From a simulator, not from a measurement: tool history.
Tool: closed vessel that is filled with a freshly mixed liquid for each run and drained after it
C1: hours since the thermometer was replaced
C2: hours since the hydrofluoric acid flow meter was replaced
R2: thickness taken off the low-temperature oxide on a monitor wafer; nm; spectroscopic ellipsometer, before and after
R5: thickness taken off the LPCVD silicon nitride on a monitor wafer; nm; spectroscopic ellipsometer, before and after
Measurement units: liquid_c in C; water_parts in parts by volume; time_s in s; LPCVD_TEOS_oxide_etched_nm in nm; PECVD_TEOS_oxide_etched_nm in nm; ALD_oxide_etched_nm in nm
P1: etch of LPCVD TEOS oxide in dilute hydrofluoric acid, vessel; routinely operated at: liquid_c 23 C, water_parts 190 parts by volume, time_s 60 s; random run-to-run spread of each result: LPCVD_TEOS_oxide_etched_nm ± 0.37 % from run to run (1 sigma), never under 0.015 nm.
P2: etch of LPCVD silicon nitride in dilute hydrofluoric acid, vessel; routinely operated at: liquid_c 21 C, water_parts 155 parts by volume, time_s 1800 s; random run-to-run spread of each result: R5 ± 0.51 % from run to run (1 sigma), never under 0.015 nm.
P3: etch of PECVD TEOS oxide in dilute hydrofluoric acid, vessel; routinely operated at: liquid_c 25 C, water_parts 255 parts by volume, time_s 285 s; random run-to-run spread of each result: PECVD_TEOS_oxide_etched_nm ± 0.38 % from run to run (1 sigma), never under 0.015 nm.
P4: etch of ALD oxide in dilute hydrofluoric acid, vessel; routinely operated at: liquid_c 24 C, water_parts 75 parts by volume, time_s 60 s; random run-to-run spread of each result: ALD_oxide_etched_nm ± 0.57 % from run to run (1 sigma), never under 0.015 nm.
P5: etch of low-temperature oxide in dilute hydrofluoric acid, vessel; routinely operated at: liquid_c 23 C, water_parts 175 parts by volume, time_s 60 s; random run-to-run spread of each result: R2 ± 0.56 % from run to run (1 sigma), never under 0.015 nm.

run 1 day=0.608 | process=P1 liquid_c=23 water_parts=190 time_s=60 | C1=934.5 C2=780.5 | LPCVD_TEOS_oxide_etched_nm=11.527
run 2 day=1.108 | process=P1 liquid_c=23 water_parts=190 time_s=60 | C1=946.5 C2=792.5 | LPCVD_TEOS_oxide_etched_nm=11.567
run 3 day=1.454 | process=P1 liquid_c=23 water_parts=190 time_s=60 | C1=954.8 C2=800.8 | LPCVD_TEOS_oxide_etched_nm=11.514
run 4 day=1.85 | process=P5 liquid_c=23 water_parts=175 time_s=30 | C1=964.3 C2=810.3 | R2=5.2069
run 5 day=2.517 | process=P3 liquid_c=33 water_parts=255 time_s=285 | C1=980.3 C2=826.3 | PECVD_TEOS_oxide_etched_nm=34.121
run 6 day=2.888 | process=P3 liquid_c=25 water_parts=95 time_s=285 | C1=989.2 C2=835.2 | PECVD_TEOS_oxide_etched_nm=84.408
run 7 day=3.275 | process=P1 liquid_c=27 water_parts=190 time_s=60 | C1=998.5 C2=844.5 | LPCVD_TEOS_oxide_etched_nm=13.297
run 8 day=3.65 | process=P4 liquid_c=28.5 water_parts=75 time_s=60 | C1=1007.5 C2=853.5 | ALD_oxide_etched_nm=9.9806
run 9 day=3.988 | process=P1 liquid_c=23 water_parts=285 time_s=30 | C1=1015.6 C2=861.6 | LPCVD_TEOS_oxide_etched_nm=3.4908
run 10 day=4.354 | process=P1 liquid_c=23 water_parts=60 time_s=60 | C1=1024.4 C2=870.4 | LPCVD_TEOS_oxide_etched_nm=42.381
run 11 day=4.85 | process=P5 liquid_c=23 water_parts=320 time_s=60 | C1=1036.3 C2=882.3 | R2=4.9178
run 12 day=5.283 | process=P4 liquid_c=24 water_parts=75 time_s=60 | C1=1046.7 C2=892.7 | ALD_oxide_etched_nm=8.3271
run 13 day=6.008 | process=P3 liquid_c=25 water_parts=255 time_s=285 | C1=1064.1 C2=910.1 | PECVD_TEOS_oxide_etched_nm=26.062
run 14 day=6.608 | process=P2 liquid_c=21 water_parts=50 time_s=1800 | C1=1078.5 C2=924.5 | R5=14.795
run 15 day=7.338 | process=P4 liquid_c=24 water_parts=75 time_s=100 | C1=1096 C2=942 | ALD_oxide_etched_nm=13.901
run 16 day=7.908 | process=P5 liquid_c=19 water_parts=175 time_s=60 | C1=1109.7 C2=955.7 | R2=8.9167
run 17 day=8.517 | process=P4 liquid_c=24 water_parts=115 time_s=60 | C1=1124.3 C2=970.3 | ALD_oxide_etched_nm=5.1484
run 18 day=9.058 | process=P1 liquid_c=23 water_parts=190 time_s=60 | C1=1137.3 C2=983.3 | LPCVD_TEOS_oxide_etched_nm=11.525
run 19 day=9.442 | process=P4 liquid_c=24 water_parts=75 time_s=60 | C1=1146.5 C2=992.5 | ALD_oxide_etched_nm=8.2753
run 20 day=9.896 | process=P5 liquid_c=23 water_parts=175 time_s=60 | C1=1157.4 C2=1003.4 | R2=10.419
run 21 day=10.288 | process=P3 liquid_c=25 water_parts=255 time_s=95 | C1=1166.8 C2=1012.8 | PECVD_TEOS_oxide_etched_nm=8.6979
run 22 day=10.692 | process=P5 liquid_c=23 water_parts=175 time_s=60 | C1=1176.5 C2=1022.5 | R2=10.441
run 23 day=11.121 | process=P3 liquid_c=25 water_parts=255 time_s=285 | C1=1186.8 C2=1032.8 | PECVD_TEOS_oxide_etched_nm=26.095
run 24 day=11.5 | process=P2 liquid_c=29 water_parts=155 time_s=1800 | C1=1195.9 C2=1041.9 | R5=8.1854
run 25 day=12.075 | process=P1 liquid_c=23 water_parts=265 time_s=60 | C1=1209.7 C2=1055.7 | LPCVD_TEOS_oxide_etched_nm=7.5984
run 26 day=12.729 | process=P2 liquid_c=21 water_parts=155 time_s=1800 | C1=1225.4 C2=1071.4 | R5=4.9146
run 27 day=13.175 | process=P1 liquid_c=17 water_parts=190 time_s=60 | C1=1236.1 C2=1082.1 | LPCVD_TEOS_oxide_etched_nm=9.1383
run 28 day=13.538 | process=P1 liquid_c=23 water_parts=190 time_s=60 | C1=1244.8 C2=1090.8 | LPCVD_TEOS_oxide_etched_nm=11.541
run 29 day=13.95 | process=P1 liquid_c=23 water_parts=190 time_s=105 | C1=1254.7 C2=1100.7 | LPCVD_TEOS_oxide_etched_nm=19.974
run 30 day=14.425 | process=P1 liquid_c=23 water_parts=190 time_s=30 | C1=1266.1 C2=1112.1 | LPCVD_TEOS_oxide_etched_nm=5.7713
run 31 day=15.154 | process=P2 liquid_c=21 water_parts=155 time_s=3140 | C1=1283.6 C2=1129.6 | R5=8.6166
run 32 day=15.804 | process=P1 liquid_c=23 water_parts=190 time_s=60 | C1=1299.2 C2=1145.2 | LPCVD_TEOS_oxide_etched_nm=11.447
run 33 day=16.312 | process=P1 liquid_c=23 water_parts=190 time_s=60 | C1=1311.4 C2=1157.4 | LPCVD_TEOS_oxide_etched_nm=11.209
run 34 day=17.029 | process=P1 liquid_c=23 water_parts=190 time_s=60 | C1=1328.6 C2=1174.6 | LPCVD_TEOS_oxide_etched_nm=10.97
run 35 day=17.538 | process=P1 liquid_c=23 water_parts=190 time_s=60 | C1=1340.8 C2=1186.8 | LPCVD_TEOS_oxide_etched_nm=10.863
run 36 day=18.192 | process=P1 liquid_c=23 water_parts=190 time_s=60 | C1=1356.5 C2=1202.5 | LPCVD_TEOS_oxide_etched_nm=10.76
run 37 day=18.55 | process=P1 liquid_c=23 water_parts=190 time_s=60 | C1=1365.1 C2=1211.1 | LPCVD_TEOS_oxide_etched_nm=10.768
run 38 day=19.312 | process=P1 liquid_c=23 water_parts=190 time_s=60 | C1=1383.4 C2=1229.4 | LPCVD_TEOS_oxide_etched_nm=10.661
run 39 day=19.992 | process=P1 liquid_c=23 water_parts=190 time_s=60 | C1=1399.7 C2=1245.7 | LPCVD_TEOS_oxide_etched_nm=10.633
run 40 day=20.517 | process=P1 liquid_c=23 water_parts=190 time_s=60 | C1=1412.3 C2=1258.3 | LPCVD_TEOS_oxide_etched_nm=10.693

The log shows P1 creeping away from where it was. Any of the 2 causes listed here, at the size stated for it, fits the log just as well as the others:
A: hydrofluoric acid flow below the setpoint (%) = 6.28
B: liquid colder than its thermometer reads (K) = 2.06
Onset of the creep was near day 15.804.

Question marks stand in for the results of the 4 check runs listed below, each run on one wafer. Under which run would the listed causes show clearly different results?
run check 1 day=21.042 | process=P4 liquid_c=24 water_parts=75 time_s=60 | ALD_oxide_etched_nm=?
run check 2 day=21.042 | process=P2 liquid_c=21 water_parts=155 time_s=1800 | R5=?
run check 3 day=21.042 | process=P3 liquid_c=25 water_parts=255 time_s=285 | PECVD_TEOS_oxide_etched_nm=?
run check 4 day=21.042 | process=P5 liquid_c=23 water_parts=175 time_s=60 | R2=?

If the cause were each of the candidates in turn, the checks would give the following:
check=check_1 result=ALD_oxide_etched_nm if_A=7.7563 if_B=7.6594
check=check_2 result=R5 if_A=4.6152 if_B=4.2861
check=check_3 result=PECVD_TEOS_oxide_etched_nm if_A=24.097 if_B=24.313
check=check_4 result=R2 if_A=9.6319 if_B=9.6164
Distance between the nearest two causes, measured in the result of the check that separates them most: check 1 1.26 %; check 2 7.4 %; check 3 0.89 %; check 4 0.16 %
The other checks would show nearly matching results whichever cause is true, so check 2 is the only one that separates the causes.

Then check 2 was run and gave: R5 4.6143 nm. Which cause is it?

It was cause A: hydrofluoric acid flow below the setpoint (%).

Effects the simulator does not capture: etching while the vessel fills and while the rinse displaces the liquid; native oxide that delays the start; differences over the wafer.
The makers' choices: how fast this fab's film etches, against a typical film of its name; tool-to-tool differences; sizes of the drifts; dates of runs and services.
